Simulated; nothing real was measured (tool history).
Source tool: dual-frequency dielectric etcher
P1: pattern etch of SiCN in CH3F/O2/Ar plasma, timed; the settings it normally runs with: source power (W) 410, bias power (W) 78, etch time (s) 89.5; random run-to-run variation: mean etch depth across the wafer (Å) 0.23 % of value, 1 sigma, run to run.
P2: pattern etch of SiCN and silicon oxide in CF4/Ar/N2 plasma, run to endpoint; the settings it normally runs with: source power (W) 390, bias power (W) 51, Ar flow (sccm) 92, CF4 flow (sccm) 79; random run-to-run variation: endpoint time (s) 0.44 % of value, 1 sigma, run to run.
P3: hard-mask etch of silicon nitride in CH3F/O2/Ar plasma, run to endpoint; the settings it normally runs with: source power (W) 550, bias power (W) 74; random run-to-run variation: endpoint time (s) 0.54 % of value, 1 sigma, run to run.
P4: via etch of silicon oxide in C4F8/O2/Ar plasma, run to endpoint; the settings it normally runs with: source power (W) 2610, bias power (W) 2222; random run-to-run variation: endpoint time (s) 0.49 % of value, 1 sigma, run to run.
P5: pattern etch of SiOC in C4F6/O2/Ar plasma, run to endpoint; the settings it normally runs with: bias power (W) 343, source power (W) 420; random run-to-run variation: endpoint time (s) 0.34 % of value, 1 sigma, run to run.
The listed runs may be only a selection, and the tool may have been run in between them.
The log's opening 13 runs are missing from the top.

run,hour,process that ran,source power (W),bias power (W),etch time (s),Ar flow (sccm),CF4 flow (sccm),mean etch depth across the wafer (Å),endpoint time (s)
14,79.6,P1,410,78,89.5,,,365.55,
15,85.7,P2,460,51,,92,79,,17.503
16,92.8,P1,550,78,107.0,,,488.83,
17,100.3,P1,410,97,89.5,,,396.47,
18,108.1,P1,410,78,89.5,,,366.87,
19,112.2,P2,390,51,,92,79,,20.582
20,115.8,P4,2610,2222,,,,,341.150
21,120.3,P4,2610,1805,,,,,361.300
22,128.1,P1,340,78,89.5,,,341.69,
23,134.7,P1,410,78,111.0,,,455.00,
24,140.2,P1,550,78,89.5,,,409.34,
25,146.2,P2,390,51,,71,79,,19.792
26,151.7,P2,390,51,,92,109,,19.752
27,155.9,P1,410,78,49.0,,,200.06,
28,161.7,P4,3110,2222,,,,,320.970
29,167.0,P5,420,343,,,,,19.043
30,172.7,P5,300,343,,,,,21.667
31,177.1,P2,390,51,,92,79,,20.556
32,182.7,P1,410,78,89.5,,,366.95,
33,189.9,P1,410,78,89.5,,,363.89,
34,193.8,P1,410,78,89.5,,,362.34,

Estimate the outcome of run 35 from the log above:
35,199.3,P1,410,78,89.5,,,?,

{"run 35": {"mean etch depth across the wafer (Å)": 361.65}}

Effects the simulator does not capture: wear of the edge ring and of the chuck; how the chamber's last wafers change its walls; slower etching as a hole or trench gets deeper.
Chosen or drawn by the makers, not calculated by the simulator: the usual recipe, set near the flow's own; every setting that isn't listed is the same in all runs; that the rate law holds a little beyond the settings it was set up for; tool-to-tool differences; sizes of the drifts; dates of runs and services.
